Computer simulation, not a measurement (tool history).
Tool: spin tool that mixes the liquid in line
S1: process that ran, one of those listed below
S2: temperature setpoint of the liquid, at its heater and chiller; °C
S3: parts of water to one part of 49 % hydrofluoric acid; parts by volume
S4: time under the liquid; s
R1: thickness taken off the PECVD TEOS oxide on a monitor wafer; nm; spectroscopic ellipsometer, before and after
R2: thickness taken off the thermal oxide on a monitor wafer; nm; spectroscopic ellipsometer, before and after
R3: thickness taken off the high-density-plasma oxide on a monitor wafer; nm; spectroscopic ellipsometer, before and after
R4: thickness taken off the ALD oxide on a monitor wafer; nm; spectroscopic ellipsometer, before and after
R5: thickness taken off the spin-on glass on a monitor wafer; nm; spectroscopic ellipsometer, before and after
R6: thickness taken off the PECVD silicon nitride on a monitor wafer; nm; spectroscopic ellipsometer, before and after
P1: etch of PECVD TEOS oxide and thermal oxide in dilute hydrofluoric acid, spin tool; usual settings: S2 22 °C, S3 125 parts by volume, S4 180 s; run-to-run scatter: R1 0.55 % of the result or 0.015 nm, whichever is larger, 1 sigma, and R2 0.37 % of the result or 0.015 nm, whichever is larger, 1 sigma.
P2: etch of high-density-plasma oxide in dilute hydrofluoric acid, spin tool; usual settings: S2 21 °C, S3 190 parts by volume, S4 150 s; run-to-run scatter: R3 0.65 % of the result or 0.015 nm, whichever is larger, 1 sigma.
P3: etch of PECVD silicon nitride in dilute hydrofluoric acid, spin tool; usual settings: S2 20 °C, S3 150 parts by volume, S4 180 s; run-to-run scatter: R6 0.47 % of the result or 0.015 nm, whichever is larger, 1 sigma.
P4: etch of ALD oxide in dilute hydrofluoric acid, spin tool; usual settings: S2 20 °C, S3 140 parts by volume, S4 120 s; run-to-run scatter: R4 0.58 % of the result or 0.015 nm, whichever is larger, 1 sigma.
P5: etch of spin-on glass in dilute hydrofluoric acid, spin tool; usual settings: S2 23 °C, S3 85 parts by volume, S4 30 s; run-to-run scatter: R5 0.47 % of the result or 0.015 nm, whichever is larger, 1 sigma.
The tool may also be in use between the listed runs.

{"run": 1, "hour": 10.3, "S1": "P1", "S2": 22, "S3": 125, "S4": 180, "R1": 11.107, "R2": 5.872}
{"run": 2, "hour": 25.1, "S1": "P1", "S2": 22, "S3": 75, "S4": 180, "R1": 19.389, "R2": 10.453}
{"run": 3, "hour": 35.3, "S1": "P2", "S2": 21, "S3": 190, "S4": 150, "R3": 4.0091}
{"run": 4, "hour": 43.4, "S1": "P4", "S2": 20, "S3": 80, "S4": 120, "R4": 13.549}
{"run": 5, "hour": 52.4, "S1": "P5", "S2": 18, "S3": 85, "S4": 30, "R5": 6.2902}
{"run": 6, "hour": 64.0, "S1": "P4", "S2": 20, "S3": 140, "S4": 120, "R4": 7.2255}
{"run": 7, "hour": 72.0, "S1": "P5", "S2": 23, "S3": 85, "S4": 15, "R5": 3.8388}
{"run": 8, "hour": 84.8, "S1": "P1", "S2": 22, "S3": 125, "S4": 365, "R1": 22.374, "R2": 11.908}
{"run": 9, "hour": 97.2, "S1": "P2", "S2": 27, "S3": 190, "S4": 150, "R3": 4.964}
{"run": 10, "hour": 114.0, "S1": "P4", "S2": 20, "S3": 140, "S4": 220, "R4": 13.068}
{"run": 11, "hour": 124.8, "S1": "P2", "S2": 21, "S3": 300, "S4": 150, "R3": 2.2918}
{"run": 12, "hour": 132.4, "S1": "P5", "S2": 23, "S3": 85, "S4": 30, "R5": 7.6358}
{"run": 13, "hour": 144.0, "S1": "P1", "S2": 17, "S3": 125, "S4": 180, "R1": 9.0403, "R2": 4.8027}
{"run": 14, "hour": 160.9, "S1": "P1", "S2": 17, "S3": 125, "S4": 295, "R1": 14.709, "R2": 7.8705}
{"run": 15, "hour": 169.4, "S1": "P3", "S2": 20, "S3": 150, "S4": 180, "R6": 4.5433}
{"run": 16, "hour": 185.4, "S1": "P3", "S2": 20, "S3": 150, "S4": 75, "R6": 1.8814}
{"run": 17, "hour": 195.4, "S1": "P1", "S2": 22, "S3": 125, "S4": 180, "R1": 11.019, "R2": 5.8987}
{"run": 18, "hour": 208.9, "S1": "P1", "S2": 22, "S3": 125, "S4": 180, "R1": 10.98, "R2": 5.8491}
{"run": 19, "hour": 224.2, "S1": "P1", "S2": 29, "S3": 125, "S4": 180, "R1": 14.322, "R2": 7.7035}
{"run": 20, "hour": 238.7, "S1": "P3", "S2": 20, "S3": 150, "S4": 180, "R6": 4.5157}
{"run": 21, "hour": 252.8, "S1": "P1", "S2": 22, "S3": 125, "S4": 180, "R1": 11.058, "R2": 5.8972}
{"run": 22, "hour": 268.4, "S1": "P1", "S2": 26, "S3": 45, "S4": 180, "R1": 39.619, "R2": 21.278}
{"run": 23, "hour": 276.2, "S1": "P3", "S2": 20, "S3": 255, "S4": 180, "R6": 2.6719}
{"run": 24, "hour": 289.0, "S1": "P5", "S2": 23, "S3": 125, "S4": 30, "R5": 4.9686}
{"run": 25, "hour": 303.7, "S1": "P4", "S2": 28, "S3": 140, "S4": 120, "R4": 9.702}
{"run": 26, "hour": 320.2, "S1": "P1", "S2": 22, "S3": 125, "S4": 45, "R1": 2.7549, "R2": 1.4822}
{"run": 27, "hour": 335.6, "S1": "P1", "S2": 22, "S3": 220, "S4": 180, "R1": 5.6611, "R2": 3.0536}
{"run": 28, "hour": 342.9, "S1": "P3", "S2": 27, "S3": 150, "S4": 180, "R6": 7.1587}
{"run": 29, "hour": 352.6, "S1": "P4", "S2": 20, "S3": 140, "S4": 120, "R4": 7.129}
{"run": 30, "hour": 364.5, "S1": "P1", "S2": 22, "S3": 125, "S4": 180, "R1": 11.007, "R2": 5.8963}
{"run": 31, "hour": 377.6, "S1": "P2", "S2": 21, "S3": 190, "S4": 255, "R3": 6.8006}
{"run": 32, "hour": 387.7, "S1": "P1", "S2": 29.5, "S3": 125, "S4": 350, "R1": 28.418, "R2": 15.258}
{"run": 33, "hour": 397.9, "S1": "P1", "S2": 22, "S3": 125, "S4": 180, "R1": 11.096, "R2": 5.9494}
{"run": 34, "hour": 407.1, "S1": "P1", "S2": 22, "S3": 125, "S4": 180, "R1": 10.804, "R2": 5.7606}
{"run": 35, "hour": 422.7, "S1": "P1", "S2": 22, "S3": 125, "S4": 180, "R1": 10.564, "R2": 5.6727}
{"run": 36, "hour": 438.7, "S1": "P1", "S2": 22, "S3": 125, "S4": 180, "R1": 10.481, "R2": 5.5933}
{"run": 37, "hour": 449.4, "S1": "P1", "S2": 22, "S3": 125, "S4": 180, "R1": 10.421, "R2": 5.5973}
{"run": 38, "hour": 465.4, "S1": "P1", "S2": 22, "S3": 125, "S4": 180, "R1": 10.398, "R2": 5.5075}
{"run": 39, "hour": 472.8, "S1": "P1", "S2": 22, "S3": 125, "S4": 180, "R1": 10.398, "R2": 5.5495}
{"run": 40, "hour": 485.3, "S1": "P1", "S2": 22, "S3": 125, "S4": 180, "R1": 10.363, "R2": 5.5694}
{"run": 41, "hour": 500.0, "S1": "P1", "S2": 22, "S3": 125, "S4": 180, "R1": 10.225, "R2": 5.5435}
{"run": 42, "hour": 516.1, "S1": "P1", "S2": 22, "S3": 125, "S4": 180, "R1": 10.238, "R2": 5.5175}

What P1 gives has crept away from where it was. These 2 causes fit the log equally well, each at the size given:
A: hydrofluoric acid flow below the setpoint (%) = 5.61
B: liquid colder than its thermometer reads (K) = 1.66
The creep began at about hour 397.9.

4 check runs are offered, one wafer each, their results left as question marks. Which one tells the causes apart?
{"run": "check 1", "hour": 532.2, "S1": "P5", "S2": 23, "S3": 85, "S4": 30, "R5": "?"}
{"run": "check 2", "hour": 532.2, "S1": "P4", "S2": 20, "S3": 140, "S4": 120, "R4": "?"}
{"run": "check 3", "hour": 532.2, "S1": "P3", "S2": 20, "S3": 150, "S4": 180, "R6": "?"}
{"run": "check 4", "hour": 532.2, "S1": "P2", "S2": 21, "S3": 190, "S4": 150, "R3": "?"}

What each check would give under each cause:
check=check_1 result=R5 if_A=7.1966 if_B=7.1702
check=check_2 result=R4 if_A=6.7204 if_B=6.7167
check=check_3 result=R6 if_A=4.2755 if_B=4.0449
check=check_4 result=R3 if_A=3.72 if_B=3.7377
How far apart the two closest causes lie, in the result that separates them most: check 1 0.37 %; check 2 0.06 %; check 3 5.54 %; check 4 0.48 %
Only check 3 tells the causes apart: in the others they would give nearly the same result.

Then check 3 was run and gave: R6 4.0722 nm. Which cause is it?

It is B: liquid colder than its thermometer reads (K).
